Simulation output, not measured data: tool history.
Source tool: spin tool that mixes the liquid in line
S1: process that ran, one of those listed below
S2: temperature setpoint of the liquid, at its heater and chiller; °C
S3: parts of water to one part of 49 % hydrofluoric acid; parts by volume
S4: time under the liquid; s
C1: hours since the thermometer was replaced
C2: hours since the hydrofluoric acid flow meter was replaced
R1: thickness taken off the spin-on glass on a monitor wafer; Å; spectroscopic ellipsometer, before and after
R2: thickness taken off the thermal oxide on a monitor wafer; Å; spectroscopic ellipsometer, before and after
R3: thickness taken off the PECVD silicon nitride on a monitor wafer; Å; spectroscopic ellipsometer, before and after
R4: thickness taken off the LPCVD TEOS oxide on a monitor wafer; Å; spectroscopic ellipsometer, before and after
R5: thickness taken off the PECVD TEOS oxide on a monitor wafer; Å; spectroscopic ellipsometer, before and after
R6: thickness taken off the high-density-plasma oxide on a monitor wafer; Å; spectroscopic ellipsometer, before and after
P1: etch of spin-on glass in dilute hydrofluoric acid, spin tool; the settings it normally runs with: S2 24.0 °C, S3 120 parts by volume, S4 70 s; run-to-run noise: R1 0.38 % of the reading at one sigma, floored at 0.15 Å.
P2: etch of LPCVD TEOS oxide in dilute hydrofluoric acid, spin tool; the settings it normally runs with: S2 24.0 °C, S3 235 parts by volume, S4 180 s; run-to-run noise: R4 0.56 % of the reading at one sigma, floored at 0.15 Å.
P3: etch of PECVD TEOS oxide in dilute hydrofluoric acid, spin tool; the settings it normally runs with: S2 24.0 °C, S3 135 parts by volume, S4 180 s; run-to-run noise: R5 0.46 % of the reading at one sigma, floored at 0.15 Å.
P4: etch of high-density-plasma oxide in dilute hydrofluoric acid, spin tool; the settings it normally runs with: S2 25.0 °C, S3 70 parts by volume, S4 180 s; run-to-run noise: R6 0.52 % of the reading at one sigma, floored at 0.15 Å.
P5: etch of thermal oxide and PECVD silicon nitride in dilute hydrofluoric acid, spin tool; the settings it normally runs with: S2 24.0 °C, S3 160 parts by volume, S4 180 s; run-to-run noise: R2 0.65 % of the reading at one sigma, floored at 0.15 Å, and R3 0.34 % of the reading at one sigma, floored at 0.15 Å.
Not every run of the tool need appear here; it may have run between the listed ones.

| run | hour | S1 | S2 | S3 | S4 | C1 | C2 | R1 | R2 | R3 | R4 | R5 | R6 |
|---|---|---|---|---|---|---|---|---|---|---|---|---|---|
| 1 | 6.2 | P1 | 24.0 | 120 | 70 | 65.2 | 829.6 | 178.200 |  |  |  |  |  |
| 2 | 14.8 | P5 | 24.0 | 160 | 100 | 73.8 | 838.2 |  | 26.897 | 34.880 |  |  |  |
| 3 | 23.4 | P2 | 24.0 | 380 | 180 | 82.4 | 846.8 |  |  |  | 174.08 |  |  |
| 4 | 29.0 | P1 | 20.5 | 120 | 70 | 88.0 | 852.4 | 155.250 |  |  |  |  |  |
| 5 | 34.8 | P1 | 24.0 | 120 | 70 | 93.8 | 858.2 | 177.980 |  |  |  |  |  |
| 6 | 42.6 | P5 | 24.0 | 160 | 180 | 101.6 | 866.0 |  | 48.397 | 62.944 |  |  |  |
| 7 | 49.4 | P2 | 24.0 | 235 | 180 | 108.4 | 872.8 |  |  |  | 326.14 |  |  |
| 8 | 55.3 | P3 | 24.0 | 135 | 90 | 114.3 | 878.7 |  |  |  |  | 81.151 |  |
| 9 | 60.8 | P5 | 19.5 | 160 | 180 | 119.8 | 884.2 |  | 40.441 | 46.768 |  |  |  |
| 10 | 68.0 | P1 | 29.0 | 120 | 70 | 127.0 | 891.4 | 215.210 |  |  |  |  |  |
| 11 | 75.3 | P1 | 24.0 | 120 | 70 | 134.3 | 898.7 | 178.470 |  |  |  |  |  |
| 12 | 81.5 | P1 | 30.0 | 30 | 70 | 140.5 | 904.9 | 1026.200 |  |  |  |  |  |
| 13 | 89.9 | P1 | 24.0 | 120 | 20 | 148.9 | 913.3 | 50.376 |  |  |  |  |  |
| 14 | 98.9 | P2 | 19.5 | 235 | 180 | 157.9 | 922.3 |  |  |  | 274.04 |  |  |
| 15 | 106.4 | P1 | 24.0 | 120 | 70 | 165.4 | 929.8 | 179.030 |  |  |  |  |  |
| 16 | 113.7 | P2 | 24.0 | 235 | 285 | 172.7 | 937.1 |  |  |  | 514.66 |  |  |
| 17 | 122.2 | P4 | 31.5 | 70 | 180 | 181.2 | 945.6 |  |  |  |  |  | 236.530 |
| 18 | 126.2 | P1 | 31.5 | 120 | 15 | 185.2 | 949.6 | 50.360 |  |  |  |  |  |
| 19 | 133.9 | P1 | 17.5 | 60 | 70 | 192.9 | 957.3 | 292.550 |  |  |  |  |  |
| 20 | 140.9 | P3 | 24.0 | 220 | 180 | 199.9 | 964.3 |  |  |  |  | 91.351 |  |
| 21 | 147.2 | P1 | 24.0 | 120 | 70 | 206.2 | 970.6 | 180.150 |  |  |  |  |  |
| 22 | 152.0 | P4 | 25.0 | 20 | 180 | 211.0 | 975.4 |  |  |  |  |  | 695.880 |
| 23 | 156.2 | P4 | 25.0 | 70 | 35 | 215.2 | 979.6 |  |  |  |  |  | 35.596 |
| 24 | 162.1 | P1 | 24.0 | 120 | 135 | 221.1 | 985.5 | 346.430 |  |  |  |  |  |
| 25 | 166.3 | P5 | 24.0 | 160 | 180 | 225.3 | 989.7 |  | 48.965 | 62.908 |  |  |  |
| 26 | 173.9 | P1 | 24.0 | 195 | 70 | 232.9 | 997.3 | 100.680 |  |  |  |  |  |
| 27 | 180.5 | P3 | 20.0 | 135 | 180 | 239.5 | 1003.9 |  |  |  |  | 139.320 |  |
| 28 | 184.9 | P1 | 24.0 | 35 | 70 | 243.9 | 1008.3 | 678.730 |  |  |  |  |  |
| 29 | 192.9 | P4 | 25.0 | 70 | 180 | 251.9 | 1016.3 |  |  |  |  |  | 182.380 |
| 30 | 200.2 | P5 | 24.0 | 230 | 180 | 259.2 | 1023.6 |  | 31.174 | 44.164 |  |  |  |
| 31 | 204.9 | P3 | 24.0 | 135 | 180 | 263.9 | 1028.3 |  |  |  |  | 161.830 |  |
| 32 | 210.9 | P1 | 24.0 | 120 | 70 | 269.9 | 1034.3 | 178.720 |  |  |  |  |  |
| 33 | 218.2 | P1 | 24.0 | 120 | 70 | 277.2 | 1041.6 | 173.700 |  |  |  |  |  |
| 34 | 225.5 | P1 | 24.0 | 120 | 70 | 284.5 | 1048.9 | 171.000 |  |  |  |  |  |
| 35 | 229.9 | P1 | 24.0 | 120 | 70 | 288.9 | 1053.3 | 168.930 |  |  |  |  |  |
| 36 | 234.4 | P1 | 24.0 | 120 | 70 | 293.4 | 1057.8 | 168.500 |  |  |  |  |  |
| 37 | 242.9 | P1 | 24.0 | 120 | 70 | 301.9 | 1066.3 | 167.680 |  |  |  |  |  |
| 38 | 247.1 | P1 | 24.0 | 120 | 70 | 306.1 | 1070.5 | 166.740 |  |  |  |  |  |
| 39 | 254.3 | P1 | 24.0 | 120 | 70 | 313.3 | 1077.7 | 166.150 |  |  |  |  |  |
| 40 | 259.3 | P1 | 24.0 | 120 | 70 | 318.3 | 1082.7 | 165.920 |  |  |  |  |  |
| 41 | 265.3 | P1 | 24.0 | 120 | 70 | 324.3 | 1088.7 | 165.300 |  |  |  |  |  |
| 42 | 270.6 | P1 | 24.0 | 120 | 70 | 329.6 | 1094.0 | 165.290 |  |  |  |  |  |
| 43 | 277.0 | P1 | 24.0 | 120 | 70 | 336.0 | 1100.4 | 165.360 |  |  |  |  |  |

What P1 gives has crept away from where it was. These 2 causes fit the log equally well, each at the size given:
A: hydrofluoric acid flow below the setpoint (%) = 6.41
B: liquid colder than its thermometer reads (K) = 1.94
At approximately hour 210.9, the process output began to creep.

Of the 4 check runs listed below, each run on one wafer and each result written as a question mark, which would let you distinguish the listed causes because they would give clearly different results?
| check 1 | 283.4 | P3 | 24.0 | 135 | 180 |  |  |  |  |  |  | ? |  |
| check 2 | 283.4 | P4 | 25.0 | 70 | 180 |  |  |  |  |  |  |  | ? |
| check 3 | 283.4 | P2 | 24.0 | 235 | 180 |  |  |  |  |  | ? |  |  |
| check 4 | 283.4 | P5 | 24.0 | 160 | 180 |  |  |  | ? | ? |  |  |  |

What each check would give under each cause:
| check | result | if A | if B |
|---|---|---|---|
| check 1 | R5 | 150.540 | 150.740 |
| check 2 | R6 | 170.990 | 169.950 |
| check 3 | R4 | 298.61 | 302.19 |
| check 4 | R2 | 44.696 | 44.881 |
| check 4 | R3 | 58.914 | 55.475 |
Per check, the gap between the least separated pair of causes, taken in the result that splits them most: check 1 0.13 %; check 2 0.61 %; check 3 1.19 %; check 4 6.01 %
Check 4 is the one run that separates the causes; every other check would come out nearly the same whichever cause is at work.

The results of check 4 are: R2 44.908 Å; R3 55.308 Å. Based on these, which of the listed causes is it?

The cause is B: liquid colder than its thermometer reads (K).
